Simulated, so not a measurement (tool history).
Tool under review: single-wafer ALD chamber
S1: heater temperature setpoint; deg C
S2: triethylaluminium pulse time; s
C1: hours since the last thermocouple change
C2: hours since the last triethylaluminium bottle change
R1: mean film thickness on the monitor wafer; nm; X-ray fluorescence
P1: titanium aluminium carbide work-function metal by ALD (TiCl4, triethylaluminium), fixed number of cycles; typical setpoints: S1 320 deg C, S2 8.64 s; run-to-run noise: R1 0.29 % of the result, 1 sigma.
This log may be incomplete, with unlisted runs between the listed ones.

run 1 day=0.196 | S1=320 S2=8.64 | C1=1700.6 C2=1496.5 | R1=2.18
run 2 day=0.329 | S1=320 S2=8.64 | C1=1703.8 C2=1499.7 | R1=2.1859
run 3 day=0.479 | S1=335 S2=8.64 | C1=1707.4 C2=1503.3 | R1=2.3206
run 4 day=0.658 | S1=320 S2=8.64 | C1=1711.7 C2=1507.6 | R1=2.1853
run 5 day=0.812 | S1=297 S2=8.64 | C1=1715.4 C2=1511.3 | R1=1.9642
run 6 day=1.012 | S1=320 S2=3.27 | C1=1720.2 C2=1516.1 | R1=1.553
run 7 day=1.196 | S1=320 S2=11.39 | C1=1724.6 C2=1520.5 | R1=2.2397
run 8 day=1.396 | S1=334 S2=5.3 | C1=1729.4 C2=1525.3 | R1=2.0418
run 9 day=1.608 | S1=320 S2=8.64 | C1=1734.5 C2=1530.4 | R1=2.1898
run 10 day=1.704 | S1=299 S2=11.85 | C1=1736.8 C2=1532.7 | R1=2.0581
run 11 day=1.879 | S1=320 S2=8.64 | C1=1741 C2=1536.9 | R1=2.1897
run 12 day=2.008 | S1=320 S2=8.64 | C1=1744.1 C2=1540 | R1=2.1801
run 13 day=2.175 | S1=320 S2=8.64 | C1=1748.1 C2=1544 | R1=2.166
run 14 day=2.362 | S1=320 S2=8.64 | C1=1752.6 C2=1548.5 | R1=2.1621
run 15 day=2.525 | S1=320 S2=8.64 | C1=1756.5 C2=1552.4 | R1=2.147
run 16 day=2.621 | S1=320 S2=8.64 | C1=1758.8 C2=1554.7 | R1=2.1415
run 17 day=2.812 | S1=320 S2=8.64 | C1=1763.4 C2=1559.3 | R1=2.1328
run 18 day=2.946 | S1=320 S2=8.64 | C1=1766.6 C2=1562.5 | R1=2.1525
run 19 day=3.154 | S1=320 S2=8.64 | C1=1771.6 C2=1567.5 | R1=2.1252
run 20 day=3.371 | S1=320 S2=8.64 | C1=1776.8 C2=1572.7 | R1=2.1367

What P1 gives has crept off from where it sat before. The 2 causes that follow fit the log equally well, each at the size noted:
A: triethylaluminium dose below that of a fresh bottle (%) = 9.88
B: wafer temperature below the value expected at the setpoint (K) = 4.52
The onset of the drift is placed at about day 2.008.

Listed below are the offered check runs, one wafer per run, with question marks in place of results. For which of them would the causes give clearly different outcomes?
run check 1 day=3.588 | S1=307 S2=8.64 | R1=?
run check 2 day=3.588 | S1=299 S2=8.64 | R1=?
run check 3 day=3.588 | S1=333 S2=8.64 | R1=?
run check 4 day=3.588 | S1=334 S2=3.69 | R1=?

What every check run would give for each of its results, assuming each possible cause in turn:
check=check_1 result=R1 if_A=2.0268 if_B=2.0251
check=check_2 result=R1 if_A=1.9582 if_B=1.9556
check=check_3 result=R1 if_A=2.2523 if_B=2.2542
check=check_4 result=R1 if_A=1.6557 if_B=1.7163
Per-check spread between the two closest causes, in the result where they differ most: check 1 0.08 %; check 2 0.14 %; check 3 0.08 %; check 4 3.59 %
The other checks would show nearly matching results whichever cause is true, so check 4 is the only one that separates the causes.

Check 4 has now been run. It gave: R1 1.6571 nm. Which of the candidate causes is it?

Of the candidate causes, it is A: triethylaluminium dose below that of a fresh bottle (%).

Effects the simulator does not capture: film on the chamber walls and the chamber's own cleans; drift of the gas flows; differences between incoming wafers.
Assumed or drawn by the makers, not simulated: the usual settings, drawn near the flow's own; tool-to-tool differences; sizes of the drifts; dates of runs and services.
